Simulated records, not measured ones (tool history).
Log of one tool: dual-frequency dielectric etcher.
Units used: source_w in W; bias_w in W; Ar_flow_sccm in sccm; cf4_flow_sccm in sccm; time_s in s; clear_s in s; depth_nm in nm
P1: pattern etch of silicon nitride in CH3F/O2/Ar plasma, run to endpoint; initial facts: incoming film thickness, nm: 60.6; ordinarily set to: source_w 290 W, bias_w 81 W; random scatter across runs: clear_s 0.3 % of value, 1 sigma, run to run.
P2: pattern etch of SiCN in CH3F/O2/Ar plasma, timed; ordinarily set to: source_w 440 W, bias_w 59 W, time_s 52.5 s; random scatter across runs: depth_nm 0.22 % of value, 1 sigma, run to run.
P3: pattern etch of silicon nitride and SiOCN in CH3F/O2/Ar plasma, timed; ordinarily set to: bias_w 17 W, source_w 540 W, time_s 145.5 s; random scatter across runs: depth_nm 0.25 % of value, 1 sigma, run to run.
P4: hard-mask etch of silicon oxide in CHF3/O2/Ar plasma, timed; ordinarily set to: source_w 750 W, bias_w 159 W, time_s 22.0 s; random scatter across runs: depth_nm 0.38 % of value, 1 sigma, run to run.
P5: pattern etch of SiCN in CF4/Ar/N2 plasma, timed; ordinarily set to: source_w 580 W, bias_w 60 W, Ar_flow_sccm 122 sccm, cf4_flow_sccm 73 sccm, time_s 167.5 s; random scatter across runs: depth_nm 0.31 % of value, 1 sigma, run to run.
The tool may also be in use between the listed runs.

run	day	process	source_w	bias_w	Ar_flow_sccm	cf4_flow_sccm	time_s	clear_s	depth_nm
1	0.392	P1	290	81				93.370	
2	0.629	P5	580	60	122	73	167.5		160.120
3	0.875	P4	750	104			22.0		39.917
4	1.208	P1	290	81				93.339	
5	1.483	P4	750	159			22.0		45.467
6	1.942	P2	610	59			52.5		21.667
7	2.238	P4	920	159			22.0		49.556
8	2.567	P2	440	43			52.5		17.212
# day 2.883: bias power generator calibrated
9	3.075	P1	290	81				92.886	
10	3.458	P5	580	60	122	57	167.5		153.160
11	3.979	P5	580	40	122	73	167.5		139.200
12	4.388	P5	380	60	122	73	167.5		110.400
13	4.721	P3	540	17			145.5		19.284
14	5.075	P1	210	81				105.590	
15	5.342	P5	580	60	75	73	167.5		172.660
16	5.671	P4	750	159			28.5		59.190
17	5.954	P5	580	60	122	73	167.5		159.690
18	6.275	P3	540	17			97.0		12.825
19	6.808	P3	330	17			145.5		16.204
20	7.142	P1	340	54				100.860	
21	7.517	P1	290	81				92.834	
22	7.908	P1	290	67				99.372	
23	8.333	P3	540	13			145.5		17.321
24	8.617	P1	370	81				85.391	

Expected results for the next run?
25	8.854	P2	440	59			52.5		?

{"run 25": {"depth_nm": 19.148}}

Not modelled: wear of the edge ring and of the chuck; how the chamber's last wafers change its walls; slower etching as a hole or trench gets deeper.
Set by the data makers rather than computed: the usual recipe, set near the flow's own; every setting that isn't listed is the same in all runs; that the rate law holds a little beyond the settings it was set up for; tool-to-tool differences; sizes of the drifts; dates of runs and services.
